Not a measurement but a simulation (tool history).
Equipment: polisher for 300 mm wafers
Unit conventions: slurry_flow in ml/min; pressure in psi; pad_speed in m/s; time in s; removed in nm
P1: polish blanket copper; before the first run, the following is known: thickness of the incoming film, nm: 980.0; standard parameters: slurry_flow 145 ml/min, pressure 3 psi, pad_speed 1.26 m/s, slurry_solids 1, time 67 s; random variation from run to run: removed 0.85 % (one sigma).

run    day  slurry_flow  pressure  pad_speed  slurry_solids  time  removed
  1  0.412          145         3       1.26              1    67   291.36
  2  0.708          200         3       1.26              1    67   310.38
  3  1.067          145         3       1.26            0.6    67   263.09
  4    1.3          145       3.7       1.82              1    67   516.93
  5  1.712          145         3       1.26              1    67   298.23
  6  2.067          145       4.6       1.26              1    67   453.73
  7  2.446          145         3       1.26              1    32    141.8
  8  2.967          145         3       1.26              1    67   293.31
  9  3.392          145         3       1.26              1   105   455.62
 10  3.767          145       1.4       1.26              1    67   134.83
     3.812  -- head pressure recalibrated
 11  4.146          145         3       1.76              1    67      412
 12  4.525          145         3       1.26            1.5    67   321.72
     4.671  -- slurry blender recalibrated
 13  4.762          145         3        0.6              1    67   138.66
 14  5.158          145         3       1.26              1    67   293.31
 15  5.617           85         3       1.26              1    67   261.86
 16  6.021          145         3       1.26              1    67   296.19
 17  6.292          145         3       1.26              1    67   285.38
 18  6.679          145         3       1.26              1    67   280.76
 19  7.071          145         3       1.26              1    67   280.56
 20  7.321          145         3       1.26              1    67   273.67
 21   7.55          145         3       1.26              1    67   277.16
     7.671  -- slurry blender recalibrated
 22  7.979          145         3       1.26              1    67   270.54
 23  8.375          145         3       1.26              1    67   273.43
     8.429  -- head pressure recalibrated
 24  8.754          145         3       1.26              1    67   266.87
 25  9.117          145         3       1.26              1    67   268.73
 26  9.642          145         3       1.26              1    67   265.92

Compared with where it was, what P1 gives has crept away. Each cause listed below fits the log as well as the rest, at the size given for it:
A: removal rate lost through wear of the pad, % = 8.53
B: slurry flow missing at the pad, % = 33.6
Onset of the creep was near day 6.021.
Every other cause this tool's parts could produce, and why it does not fit the log:
head's pressure below its setpoint, %: maintenance at day 8.429, after the shift began, did not return the process to its former output
abrasive missing from the slurry, %: maintenance at day 7.671, after the shift began, did not return the process to its former output

Each of the check runs listed below is run on 2 wafers and reports their average, with the results left as question marks. Pick the one under which the possible causes would lead to clearly different results.
check 1  10.167           90         3       1.26              1   101        ?
check 2  10.167          145         3       0.68            0.6    67        ?
check 3  10.167          145       4.2       1.26           1.45    67        ?
check 4  10.167          145         3        0.8            0.6    67        ?

Predicted outcomes, by check and by cause:
  check   result    if A    if B
check 1  removed  364.09  347.88
check 2  removed  130.47  130.49
check 3  removed  408.23   408.3
check 4  removed  153.49  153.52
Per-check spread between the two closest causes, in the result where they differ most: check 1 4.55 %; check 2 0.02 %; check 3 0.02 %; check 4 0.02 %
Only check 1 tells the causes apart: in the others they would give nearly the same result.

Check 1 was then run and gave: removed 367.52 nm. Which cause is it?

The correct cause is A, namely: removal rate lost through wear of the pad, %.

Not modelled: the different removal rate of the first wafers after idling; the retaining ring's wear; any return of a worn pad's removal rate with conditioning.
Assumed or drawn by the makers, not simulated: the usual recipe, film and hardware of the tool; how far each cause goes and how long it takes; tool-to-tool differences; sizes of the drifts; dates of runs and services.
